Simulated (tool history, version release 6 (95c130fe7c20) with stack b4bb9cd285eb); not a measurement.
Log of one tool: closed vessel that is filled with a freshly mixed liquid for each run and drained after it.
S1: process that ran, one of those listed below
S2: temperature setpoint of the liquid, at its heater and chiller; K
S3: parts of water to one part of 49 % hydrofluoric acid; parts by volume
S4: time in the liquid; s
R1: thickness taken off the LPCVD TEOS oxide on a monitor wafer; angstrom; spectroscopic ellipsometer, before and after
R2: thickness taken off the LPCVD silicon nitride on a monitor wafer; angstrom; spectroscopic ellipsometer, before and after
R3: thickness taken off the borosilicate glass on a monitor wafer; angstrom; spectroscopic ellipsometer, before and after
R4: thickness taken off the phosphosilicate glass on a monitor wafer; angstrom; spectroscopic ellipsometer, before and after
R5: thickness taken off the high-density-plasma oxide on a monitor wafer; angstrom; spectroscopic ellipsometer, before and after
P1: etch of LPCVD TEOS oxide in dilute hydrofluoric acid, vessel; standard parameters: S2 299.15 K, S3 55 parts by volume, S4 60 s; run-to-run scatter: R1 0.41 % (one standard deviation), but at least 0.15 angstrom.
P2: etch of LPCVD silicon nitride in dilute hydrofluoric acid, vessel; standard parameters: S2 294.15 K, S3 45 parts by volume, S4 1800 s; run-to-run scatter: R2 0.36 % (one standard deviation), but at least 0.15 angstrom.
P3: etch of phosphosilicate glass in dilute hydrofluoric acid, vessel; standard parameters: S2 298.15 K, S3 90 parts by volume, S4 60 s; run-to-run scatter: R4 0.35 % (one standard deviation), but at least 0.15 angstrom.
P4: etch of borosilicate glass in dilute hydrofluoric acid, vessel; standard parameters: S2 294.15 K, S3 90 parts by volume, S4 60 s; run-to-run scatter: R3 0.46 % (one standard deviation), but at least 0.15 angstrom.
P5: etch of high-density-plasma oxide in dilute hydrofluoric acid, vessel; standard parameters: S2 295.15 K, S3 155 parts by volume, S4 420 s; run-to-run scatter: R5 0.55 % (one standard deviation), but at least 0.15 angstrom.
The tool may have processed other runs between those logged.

{"run": 1, "hour": 12.1, "S1": "P1", "S2": 299.15, "S3": 55, "S4": 60, "R1": 714.4}
{"run": 2, "hour": 23.7, "S1": "P2", "S2": 294.15, "S3": 45, "S4": 1800, "R2": 162.3}
{"run": 3, "hour": 39.1, "S1": "P2", "S2": 294.15, "S3": 75, "S4": 1800, "R2": 98.26}
{"run": 4, "hour": 54.3, "S1": "P1", "S2": 299.15, "S3": 20, "S4": 60, "R1": 2074.6}
{"run": 5, "hour": 64.7, "S1": "P4", "S2": 294.15, "S3": 90, "S4": 60, "R3": 202.87}
{"run": 6, "hour": 74.3, "S1": "P1", "S2": 299.15, "S3": 55, "S4": 60, "R1": 712.64}
{"run": 7, "hour": 85.5, "S1": "P4", "S2": 294.15, "S3": 155, "S4": 60, "R3": 110.88}
{"run": 8, "hour": 96.6, "S1": "P3", "S2": 298.15, "S3": 90, "S4": 115, "R4": 2173.8}
{"run": 9, "hour": 110.6, "S1": "P1", "S2": 299.15, "S3": 55, "S4": 60, "R1": 712.51}
{"run": 10, "hour": 123.0, "S1": "P2", "S2": 294.15, "S3": 45, "S4": 1800, "R2": 160.76}
{"run": 11, "hour": 130.2, "S1": "P1", "S2": 299.15, "S3": 55, "S4": 30, "R1": 358.32}
{"run": 12, "hour": 145.7, "S1": "P5", "S2": 290.15, "S3": 155, "S4": 420, "R5": 168.71}
{"run": 13, "hour": 154.0, "S1": "P1", "S2": 292.15, "S3": 55, "S4": 60, "R1": 532.7}
{"run": 14, "hour": 165.7, "S1": "P5", "S2": 295.15, "S3": 155, "S4": 235, "R5": 116.0}
{"run": 15, "hour": 174.8, "S1": "P1", "S2": 299.15, "S3": 90, "S4": 60, "R1": 418.19}
{"run": 16, "hour": 189.4, "S1": "P4", "S2": 294.15, "S3": 90, "S4": 60, "R3": 204.17}
{"run": 17, "hour": 198.1, "S1": "P1", "S2": 292.65, "S3": 100, "S4": 60, "R1": 286.6}
{"run": 18, "hour": 212.6, "S1": "P1", "S2": 299.15, "S3": 55, "S4": 105, "R1": 1245.6}
{"run": 19, "hour": 225.3, "S1": "P3", "S2": 298.15, "S3": 140, "S4": 60, "R4": 689.14}
{"run": 20, "hour": 236.1, "S1": "P1", "S2": 299.15, "S3": 55, "S4": 60, "R1": 717.41}
{"run": 21, "hour": 249.0, "S1": "P1", "S2": 307.15, "S3": 55, "S4": 60, "R1": 977.73}
{"run": 22, "hour": 263.9, "S1": "P4", "S2": 294.15, "S3": 90, "S4": 30, "R3": 100.91}
{"run": 23, "hour": 277.0, "S1": "P1", "S2": 293.15, "S3": 20, "S4": 60, "R1": 1592.2}
{"run": 24, "hour": 287.5, "S1": "P3", "S2": 294.15, "S3": 90, "S4": 60, "R4": 965.9}
{"run": 25, "hour": 302.3, "S1": "P2", "S2": 299.65, "S3": 45, "S4": 1800, "R2": 234.38}
{"run": 26, "hour": 314.8, "S1": "P1", "S2": 292.15, "S3": 55, "S4": 85, "R1": 757.12}
{"run": 27, "hour": 329.5, "S1": "P3", "S2": 298.15, "S3": 90, "S4": 60, "R4": 1141.6}
{"run": 28, "hour": 343.0, "S1": "P5", "S2": 295.15, "S3": 155, "S4": 420, "R5": 206.78}
{"run": 29, "hour": 352.3, "S1": "P5", "S2": 295.15, "S3": 55, "S4": 420, "R5": 653.25}
{"run": 30, "hour": 359.1, "S1": "P2", "S2": 294.15, "S3": 45, "S4": 985, "R2": 88.64}
{"run": 31, "hour": 373.3, "S1": "P4", "S2": 290.15, "S3": 90, "S4": 60, "R3": 170.43}
{"run": 32, "hour": 386.5, "S1": "P1", "S2": 299.15, "S3": 55, "S4": 60, "R1": 714.36}
{"run": 33, "hour": 398.6, "S1": "P1", "S2": 299.15, "S3": 55, "S4": 60, "R1": 691.6}
{"run": 34, "hour": 411.4, "S1": "P1", "S2": 299.15, "S3": 55, "S4": 60, "R1": 685.28}
{"run": 35, "hour": 422.9, "S1": "P1", "S2": 299.15, "S3": 55, "S4": 60, "R1": 674.17}
{"run": 36, "hour": 437.2, "S1": "P1", "S2": 299.15, "S3": 55, "S4": 60, "R1": 669.93}
{"run": 37, "hour": 449.3, "S1": "P1", "S2": 299.15, "S3": 55, "S4": 60, "R1": 667.45}
{"run": 38, "hour": 460.0, "S1": "P1", "S2": 299.15, "S3": 55, "S4": 60, "R1": 664.96}
{"run": 39, "hour": 472.8, "S1": "P1", "S2": 299.15, "S3": 55, "S4": 60, "R1": 659.32}
{"run": 40, "hour": 484.9, "S1": "P1", "S2": 299.15, "S3": 55, "S4": 60, "R1": 667.27}
{"run": 41, "hour": 492.6, "S1": "P1", "S2": 299.15, "S3": 55, "S4": 60, "R1": 662.21}

What P1 gives has crept off from where it sat before. The 2 causes that follow fit the log equally well, each at the size noted:
A: hydrofluoric acid flow below the setpoint (%) = 6.98
B: liquid colder than its thermometer reads (K) = 1.92
At approximately hour 386.5, the process output began to creep.

The check runs listed below each take one wafer, and their results are still question marks. Under which run would the listed causes lead to clearly different results?
{"run": "check 1", "hour": 500.3, "S1": "P5", "S2": 295.15, "S3": 155, "S4": 420, "R5": "?"}
{"run": "check 2", "hour": 500.3, "S1": "P3", "S2": 298.15, "S3": 90, "S4": 60, "R4": "?"}
{"run": "check 3", "hour": 500.3, "S1": "P4", "S2": 294.15, "S3": 90, "S4": 60, "R3": "?"}
{"run": "check 4", "hour": 500.3, "S1": "P2", "S2": 294.15, "S3": 45, "S4": 1800, "R2": "?"}

Expected result of each check under each candidate cause:
check=check_1 result=R5 if_A=189.79 if_B=191.60
check=check_2 result=R4 if_A=1045.30 if_B=1049.80
check=check_3 result=R3 if_A=187.10 if_B=187.25
check=check_4 result=R2 if_A=150.30 if_B=141.10
Gap, in per cent, between the two causes that each check separates least, read from the result that separates them most: check 1 0.95 %; check 2 0.43 %; check 3 0.08 %; check 4 6.32 %
Check 4 distinguishes between the causes, while the remaining checks would return nearly the same result for all of them.

Here is what check 4 returned: R2 141.93 angstrom. Which cause is it?

The cause is B: liquid colder than its thermometer reads (K).

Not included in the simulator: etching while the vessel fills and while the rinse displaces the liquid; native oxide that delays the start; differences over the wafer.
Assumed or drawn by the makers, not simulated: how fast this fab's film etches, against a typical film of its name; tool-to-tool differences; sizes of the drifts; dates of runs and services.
